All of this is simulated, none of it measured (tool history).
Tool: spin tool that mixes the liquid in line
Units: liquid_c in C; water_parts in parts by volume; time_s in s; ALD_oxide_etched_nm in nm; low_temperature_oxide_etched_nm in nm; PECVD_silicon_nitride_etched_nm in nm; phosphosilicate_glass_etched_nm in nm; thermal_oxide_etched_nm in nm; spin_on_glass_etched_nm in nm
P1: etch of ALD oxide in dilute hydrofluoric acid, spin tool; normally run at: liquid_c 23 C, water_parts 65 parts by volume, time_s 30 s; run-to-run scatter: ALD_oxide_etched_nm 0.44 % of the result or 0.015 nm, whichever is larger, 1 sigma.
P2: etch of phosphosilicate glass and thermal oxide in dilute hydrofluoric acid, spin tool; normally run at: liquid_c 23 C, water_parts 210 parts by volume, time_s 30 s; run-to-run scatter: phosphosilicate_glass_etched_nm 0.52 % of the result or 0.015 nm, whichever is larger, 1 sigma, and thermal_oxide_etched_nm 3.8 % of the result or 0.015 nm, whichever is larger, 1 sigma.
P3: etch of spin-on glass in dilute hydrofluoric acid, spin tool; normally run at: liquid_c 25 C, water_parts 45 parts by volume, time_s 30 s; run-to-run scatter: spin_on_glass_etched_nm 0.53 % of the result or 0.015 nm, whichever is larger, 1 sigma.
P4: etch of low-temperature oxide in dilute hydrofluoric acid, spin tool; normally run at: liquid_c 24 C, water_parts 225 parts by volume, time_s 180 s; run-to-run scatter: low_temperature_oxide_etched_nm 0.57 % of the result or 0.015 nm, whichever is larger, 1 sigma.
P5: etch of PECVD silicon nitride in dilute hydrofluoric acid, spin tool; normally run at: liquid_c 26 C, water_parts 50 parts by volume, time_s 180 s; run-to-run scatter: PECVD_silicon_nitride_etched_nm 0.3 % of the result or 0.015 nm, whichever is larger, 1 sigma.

run    day  process  liquid_c  water_parts  time_s  ALD_oxide_etched_nm  low_temperature_oxide_etched_nm  PECVD_silicon_nitride_etched_nm  phosphosilicate_glass_etched_nm  thermal_oxide_etched_nm  spin_on_glass_etched_nm
  1  0.192       P1        23           65      30               5.1101
  2  0.438       P1        23           65      15                2.575
  3  0.579       P4        17          225     180                                                10.816
  4  0.854       P5        22           50     180                                                                                 7.1839
  5  0.996       P5        26           50     180                                                                                 9.4235
  6  1.162       P2        23          210      30                                                                                                                  23.228                  0.55853
  7  1.354       P3        25           75      30                                                                                                                                                                    14.075
  8  1.546       P4        24           95     180                                                38.459
  9  1.725       P5        26           50     180                                                                                 9.3967
 10  1.862       P3      19.5           45      30                                                                                                                                                                    19.236
 11  2.008       P1        23           65      30               5.1302
 12  2.162       P5        26           50      15                                                                                0.74909
 13  2.333       P1        23          105      30               3.0329
 14  2.496       P5        26           85     180                                                                                 5.5789
 15  2.708       P3        25           45      30                                                                                                                                                                    24.271
 16  2.942       P1        23           40      30               8.6546
 17   3.15       P4        24          225     180                                                14.109
 18  3.279       P1        17           65      30               4.0009
 19  3.408       P2        23          115      30                                                                                                                  47.411                   1.1639
 20  3.642       P1        23           65      50               8.5944
       3.7  -- thermometer replaced
 21  3.771       P1        23           65      30               5.1366
 22  3.979       P4        24          225     305                                                23.607
 23  4.117       P2        23          210      15                                                                                                                  11.617                  0.27439
 24  4.338       P1        23           65      30               5.0837
 25  4.558       P3        25           45      15                                                                                                                                                                    12.119
 26  4.829       P1        23           65      30               5.1904
 27  5.054       P1        27           65      15               3.0321
 28  5.279       P2        17          210      30                                                                                                                  18.497                  0.39932
 29  5.438       P1      27.5           65      30               6.1735
 30  5.712       P1        23           65      30               5.0983
 31  5.925       P1        23           65      30               5.0366
 32  6.167       P1        23           65      30               4.9377
 33  6.429       P1        23           65      30               4.8672
 34  6.671       P1        23           65      30               4.8441
 35  6.829       P1        23           65      30               4.8804
 36  7.083       P1        23           65      30               4.8255
 37  7.258       P1        23           65      30               4.8337

Run 38 comes next. What will it give?
 38  7.433       P1        23           65      30                    ?

Run 38 gave ALD_oxide_etched_nm 4.7881 nm.

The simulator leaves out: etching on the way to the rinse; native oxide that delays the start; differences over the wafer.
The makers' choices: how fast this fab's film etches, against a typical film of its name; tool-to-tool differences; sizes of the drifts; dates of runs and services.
